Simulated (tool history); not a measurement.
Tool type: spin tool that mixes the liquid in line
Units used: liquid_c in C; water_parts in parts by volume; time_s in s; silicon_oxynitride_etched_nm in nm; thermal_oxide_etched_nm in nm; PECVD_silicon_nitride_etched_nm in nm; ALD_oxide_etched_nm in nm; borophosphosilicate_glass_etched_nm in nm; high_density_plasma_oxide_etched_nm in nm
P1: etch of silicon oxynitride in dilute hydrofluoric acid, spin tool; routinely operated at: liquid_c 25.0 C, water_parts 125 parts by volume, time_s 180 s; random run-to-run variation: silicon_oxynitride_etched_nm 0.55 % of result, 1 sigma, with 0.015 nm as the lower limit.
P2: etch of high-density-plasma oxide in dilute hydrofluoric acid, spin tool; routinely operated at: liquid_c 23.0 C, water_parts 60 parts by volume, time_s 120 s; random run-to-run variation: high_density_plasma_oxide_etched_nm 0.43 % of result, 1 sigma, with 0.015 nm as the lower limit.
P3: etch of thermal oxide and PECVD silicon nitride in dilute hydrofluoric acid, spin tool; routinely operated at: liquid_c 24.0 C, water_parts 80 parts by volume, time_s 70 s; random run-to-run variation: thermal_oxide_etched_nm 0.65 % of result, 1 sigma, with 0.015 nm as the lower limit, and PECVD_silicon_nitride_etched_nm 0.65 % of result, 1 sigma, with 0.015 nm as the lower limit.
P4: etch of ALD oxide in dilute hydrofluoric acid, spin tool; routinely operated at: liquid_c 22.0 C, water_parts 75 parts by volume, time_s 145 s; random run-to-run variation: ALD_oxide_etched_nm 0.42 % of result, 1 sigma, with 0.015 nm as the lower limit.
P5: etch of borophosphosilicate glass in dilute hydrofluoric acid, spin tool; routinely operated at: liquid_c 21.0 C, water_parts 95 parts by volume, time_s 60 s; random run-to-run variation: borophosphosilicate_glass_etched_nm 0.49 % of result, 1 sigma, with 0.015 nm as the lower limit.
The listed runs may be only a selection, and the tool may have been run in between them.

run,hour,process,liquid_c,water_parts,time_s,hours since the thermometer was replaced,hours since the hydrofluoric acid flow meter was replaced,silicon_oxynitride_etched_nm,thermal_oxide_etched_nm,PECVD_silicon_nitride_etched_nm,ALD_oxide_etched_nm,borophosphosilicate_glass_etched_nm,high_density_plasma_oxide_etched_nm
1,11.5,P1,25.0,125,180,1815.7,606.3,5.5855,,,,,
2,21.9,P3,24.0,80,25,1826.1,616.7,,1.4847,1.0628,,,
3,31.2,P3,24.0,115,70,1835.4,626.0,,2.8024,2.1077,,,
4,46.2,P4,22.0,75,145,1850.4,641.0,,,,18.454,,
5,62.5,P3,24.0,80,70,1866.7,657.3,,4.2307,3.0032,,,
6,78.4,P1,32.5,70,180,1882.6,673.2,14.8460,,,,,
7,87.2,P5,21.0,20,60,1891.4,682.0,,,,,150.680,
8,96.1,P5,21.0,95,35,1900.3,690.9,,,,,17.064,
9,109.3,P1,25.0,65,180,1913.5,704.1,11.3850,,,,,
# hour 123.0: thermometer replaced
10,125.6,P4,22.0,75,145,2.7,720.4,,,,18.474,,
11,136.1,P1,25.0,125,180,13.2,730.9,5.6052,,,,,
12,147.0,P4,17.0,75,145,24.1,741.8,,,,14.782,,
13,156.9,P1,25.0,125,180,34.0,751.7,5.6543,,,,,
14,173.4,P2,23.0,60,185,50.5,768.2,,,,,,15.2730
15,192.7,P1,19.5,40,180,69.8,787.5,14.1830,,,,,
16,202.2,P1,25.0,125,60,79.3,797.0,1.8978,,,,,
17,219.5,P5,21.0,95,60,96.6,814.3,,,,,29.403,
18,228.0,P1,25.0,125,180,105.1,822.8,5.5814,,,,,
19,242.7,P1,32.0,125,180,119.8,837.5,7.7058,,,,,
20,251.3,P4,22.0,75,225,128.4,846.1,,,,28.728,,
21,267.0,P2,23.0,60,120,144.1,861.8,,,,,,9.9722
22,280.6,P3,28.5,80,70,157.7,875.4,,4.9791,4.0965,,,
23,299.3,P5,17.0,95,60,176.4,894.1,,,,,24.870,
24,317.1,P1,25.0,195,180,194.2,911.9,3.3584,,,,,
25,331.2,P1,25.0,125,275,208.3,926.0,8.5056,,,,,
26,348.1,P1,25.0,125,180,225.2,942.9,5.6269,,,,,
27,365.2,P2,23.0,35,120,242.3,960.0,,,,,,17.6490
28,382.0,P4,22.0,35,145,259.1,976.8,,,,41.745,,
29,391.7,P1,20.0,75,180,268.8,986.5,7.6236,,,,,
30,405.8,P2,29.0,60,120,282.9,1000.6,,,,,,12.6190
31,421.3,P1,17.0,125,180,298.4,1016.1,3.7889,,,,,
32,432.4,P1,25.0,125,180,309.5,1027.2,5.6036,,,,,
33,441.3,P1,25.0,125,180,318.4,1036.1,5.6941,,,,,
34,455.1,P1,25.0,125,180,332.2,1049.9,5.8896,,,,,
35,466.3,P1,25.0,125,180,343.4,1061.1,5.9266,,,,,
36,483.2,P1,25.0,125,180,360.3,1078.0,5.9849,,,,,
37,501.9,P1,25.0,125,180,379.0,1096.7,6.0297,,,,,
38,514.3,P1,25.0,125,180,391.4,1109.1,6.0124,,,,,

P1 has crept away from where it was. The log is fitted equally well by each of these 2 causes, at the sizes shown:
A: liquid hotter than its thermometer reads (K) = 1.57
B: hydrofluoric acid flow above the setpoint (%) = 6.73
Onset of the creep was near hour 432.4.

Each of the check runs listed below is run on 2 wafers and reports their average, with the results left as question marks. Pick the one under which the possible causes would lead to clearly different results.
check 1,526.7,P4,22.0,75,145,,,,,,?,,
check 2,526.7,P5,21.0,95,60,,,,,,,?,
check 3,526.7,P2,23.0,60,120,,,,,,,,?
check 4,526.7,P3,24.0,80,70,,,,?,?,,,

Check results expected under each cause:
check,result,if A,if B
check 1,ALD_oxide_etched_nm,19.663,19.799
check 2,borophosphosilicate_glass_etched_nm,31.086,31.348
check 3,high_density_plasma_oxide_etched_nm,10.6270,10.6870
check 4,thermal_oxide_etched_nm,4.4754,4.5149
check 4,PECVD_silicon_nitride_etched_nm,3.3592,3.2286
Gap, in per cent, between the two causes that each check separates least, read from the result that separates them most: check 1 0.69 %; check 2 0.84 %; check 3 0.57 %; check 4 3.97 %
Check 4 is the one run that separates the causes; every other check would come out nearly the same whichever cause is at work.

Check 4 was carried out, with these results: thermal_oxide_etched_nm 4.4468 nm; PECVD_silicon_nitride_etched_nm 3.3611 nm. Which of the listed causes is responsible?

It is A: liquid hotter than its thermometer reads (K).

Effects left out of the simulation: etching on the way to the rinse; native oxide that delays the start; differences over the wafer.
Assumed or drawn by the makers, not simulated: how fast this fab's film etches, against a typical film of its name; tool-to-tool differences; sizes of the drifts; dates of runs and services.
